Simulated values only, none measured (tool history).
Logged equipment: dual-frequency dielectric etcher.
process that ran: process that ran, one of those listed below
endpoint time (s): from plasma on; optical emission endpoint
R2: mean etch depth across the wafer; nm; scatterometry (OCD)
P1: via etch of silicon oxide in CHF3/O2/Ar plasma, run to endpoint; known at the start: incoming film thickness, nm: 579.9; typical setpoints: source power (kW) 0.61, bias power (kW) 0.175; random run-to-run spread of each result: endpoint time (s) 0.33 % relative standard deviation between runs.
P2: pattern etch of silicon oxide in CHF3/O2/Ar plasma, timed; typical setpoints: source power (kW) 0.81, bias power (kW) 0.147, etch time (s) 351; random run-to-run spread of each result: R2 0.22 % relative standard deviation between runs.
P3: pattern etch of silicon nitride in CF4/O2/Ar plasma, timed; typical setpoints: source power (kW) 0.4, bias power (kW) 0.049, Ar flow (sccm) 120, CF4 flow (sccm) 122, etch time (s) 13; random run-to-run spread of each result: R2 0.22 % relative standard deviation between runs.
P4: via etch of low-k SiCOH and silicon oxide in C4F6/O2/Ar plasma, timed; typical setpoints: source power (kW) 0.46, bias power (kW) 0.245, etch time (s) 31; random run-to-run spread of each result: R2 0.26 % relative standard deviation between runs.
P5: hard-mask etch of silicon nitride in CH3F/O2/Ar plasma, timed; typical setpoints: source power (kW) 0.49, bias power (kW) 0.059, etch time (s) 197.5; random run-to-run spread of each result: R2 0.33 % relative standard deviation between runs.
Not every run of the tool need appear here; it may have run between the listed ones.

Run 1, hour 17.6: process that ran P1, source power (kW) 0.61, bias power (kW) 0.175. Result: endpoint time (s) 290.31.
Run 2, hour 29.4: process that ran P3, source power (kW) 0.4, bias power (kW) 0.049, Ar flow (sccm) 120, CF4 flow (sccm) 122, etch time (s) 13. Result: R2 20.209 nm.
Run 3, hour 44.7: process that ran P3, source power (kW) 0.4, bias power (kW) 0.036, Ar flow (sccm) 120, CF4 flow (sccm) 122, etch time (s) 13. Result: R2 18.063 nm.
At hour 48.1: source power generator calibrated.
Run 4, hour 62.5: process that ran P1, source power (kW) 0.61, bias power (kW) 0.175. Result: endpoint time (s) 288.28.
Run 5, hour 75.6: process that ran P3, source power (kW) 0.4, bias power (kW) 0.049, Ar flow (sccm) 120, CF4 flow (sccm) 122, etch time (s) 13. Result: R2 20.254 nm.
Run 6, hour 84.8: process that ran P5, source power (kW) 0.69, bias power (kW) 0.059, etch time (s) 197.5. Result: R2 161.3 nm.
Run 7, hour 93.5: process that ran P5, source power (kW) 0.49, bias power (kW) 0.059, etch time (s) 197.5. Result: R2 141.55 nm.
Run 8, hour 104.7: process that ran P1, source power (kW) 0.61, bias power (kW) 0.175. Result: endpoint time (s) 290.08.
Run 9, hour 115.6: process that ran P1, source power (kW) 0.79, bias power (kW) 0.175. Result: endpoint time (s) 263.22.
Run 10, hour 128.3: process that ran P3, source power (kW) 0.51, bias power (kW) 0.049, Ar flow (sccm) 120, CF4 flow (sccm) 122, etch time (s) 13. Result: R2 24.868 nm.
Run 11, hour 141.5: process that ran P5, source power (kW) 0.49, bias power (kW) 0.083, etch time (s) 197.5. Result: R2 158.95 nm.
Run 12, hour 156.8: process that ran P1, source power (kW) 0.61, bias power (kW) 0.248. Result: endpoint time (s) 257.12.
Run 13, hour 170: process that ran P2, source power (kW) 0.81, bias power (kW) 0.147, etch time (s) 351. Result: R2 718.12 nm.
Run 14, hour 188.4: process that ran P4, source power (kW) 0.46, bias power (kW) 0.245, etch time (s) 31. Result: R2 85.205 nm.
Run 15, hour 197.1: process that ran P1, source power (kW) 0.61, bias power (kW) 0.112. Result: endpoint time (s) 332.66.
Run 16, hour 214.7: process that ran P3, source power (kW) 0.4, bias power (kW) 0.049, Ar flow (sccm) 120, CF4 flow (sccm) 122, etch time (s) 16. Result: R2 24.937 nm.
Run 17, hour 231.6: process that ran P2, source power (kW) 0.81, bias power (kW) 0.104, etch time (s) 351. Result: R2 646.09 nm.
Run 18, hour 244: process that ran P1, source power (kW) 0.84, bias power (kW) 0.212. Result: endpoint time (s) 240.37.
Run 19, hour 258.7: process that ran P1, source power (kW) 0.61, bias power (kW) 0.175. Result: endpoint time (s) 291.55.
Run 20, hour 273.4: process that ran P4, source power (kW) 0.26, bias power (kW) 0.245, etch time (s) 31. Result: R2 68.391 nm.
Run 21, hour 289.1: process that ran P2, source power (kW) 0.81, bias power (kW) 0.147, etch time (s) 495.5. Result: R2 1011.8 nm.
Run 22, hour 306.3: process that ran P5, source power (kW) 0.49, bias power (kW) 0.059, etch time (s) 152.5. Result: R2 109.03 nm.

Predict the results of run 23:
Run 23, hour 314.4: process that ran P4, source power (kW) 0.46, bias power (kW) 0.151, etch time (s) 31. Result: R2 ?.

R2: 72.715 nm
